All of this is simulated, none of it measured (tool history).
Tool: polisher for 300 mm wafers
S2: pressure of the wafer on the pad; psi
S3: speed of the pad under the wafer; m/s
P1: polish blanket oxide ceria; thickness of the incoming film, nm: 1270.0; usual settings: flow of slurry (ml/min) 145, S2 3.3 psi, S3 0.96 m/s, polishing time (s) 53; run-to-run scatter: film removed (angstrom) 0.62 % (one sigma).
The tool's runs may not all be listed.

Run 1, day 0.679: flow of slurry (ml/min) 145, S2 3.3 psi, S3 0.96 m/s, polishing time (s) 53. Result: film removed (angstrom) 2621.0.
Run 2, day 1.150: flow of slurry (ml/min) 145, S2 3.3 psi, S3 1.30 m/s, polishing time (s) 53. Result: film removed (angstrom) 3535.1.
Run 3, day 1.792: flow of slurry (ml/min) 145, S2 1.5 psi, S3 0.96 m/s, polishing time (s) 53. Result: film removed (angstrom) 1200.3.
Run 4, day 2.162: flow of slurry (ml/min) 145, S2 3.3 psi, S3 0.62 m/s, polishing time (s) 53. Result: film removed (angstrom) 1697.0.
Run 5, day 2.708: flow of slurry (ml/min) 215, S2 2.1 psi, S3 0.96 m/s, polishing time (s) 53. Result: film removed (angstrom) 1775.7.
Run 6, day 3.404: flow of slurry (ml/min) 145, S2 3.3 psi, S3 0.96 m/s, polishing time (s) 53. Result: film removed (angstrom) 2617.7.
Run 7, day 3.992: flow of slurry (ml/min) 145, S2 3.3 psi, S3 0.96 m/s, polishing time (s) 53. Result: film removed (angstrom) 2631.2.
Run 8, day 4.508: flow of slurry (ml/min) 145, S2 3.3 psi, S3 0.96 m/s, polishing time (s) 74. Result: film removed (angstrom) 3685.8.
Run 9, day 4.846: flow of slurry (ml/min) 145, S2 2.1 psi, S3 0.96 m/s, polishing time (s) 71. Result: film removed (angstrom) 2233.4.
Run 10, day 5.350: flow of slurry (ml/min) 145, S2 3.3 psi, S3 0.96 m/s, polishing time (s) 53. Result: film removed (angstrom) 2619.3.
Run 11, day 5.783: flow of slurry (ml/min) 195, S2 3.3 psi, S3 0.96 m/s, polishing time (s) 53. Result: film removed (angstrom) 2791.7.
Run 12, day 6.379: flow of slurry (ml/min) 85, S2 3.3 psi, S3 0.96 m/s, polishing time (s) 53. Result: film removed (angstrom) 2319.1.
Run 13, day 6.825: flow of slurry (ml/min) 145, S2 3.3 psi, S3 0.96 m/s, polishing time (s) 31. Result: film removed (angstrom) 1533.2.
Run 14, day 7.212: flow of slurry (ml/min) 145, S2 5.0 psi, S3 0.96 m/s, polishing time (s) 53. Result: film removed (angstrom) 3990.0.
Run 15, day 7.817: flow of slurry (ml/min) 145, S2 3.3 psi, S3 0.96 m/s, polishing time (s) 53. Result: film removed (angstrom) 2605.0.
Run 16, day 8.167: flow of slurry (ml/min) 145, S2 3.3 psi, S3 0.96 m/s, polishing time (s) 53. Result: film removed (angstrom) 2561.3.

Forecast run 17:
Run 17, day 8.883: flow of slurry (ml/min) 145, S2 3.3 psi, S3 0.96 m/s, polishing time (s) 53. Result: film removed (angstrom) ?.

film removed (angstrom): 2468.9

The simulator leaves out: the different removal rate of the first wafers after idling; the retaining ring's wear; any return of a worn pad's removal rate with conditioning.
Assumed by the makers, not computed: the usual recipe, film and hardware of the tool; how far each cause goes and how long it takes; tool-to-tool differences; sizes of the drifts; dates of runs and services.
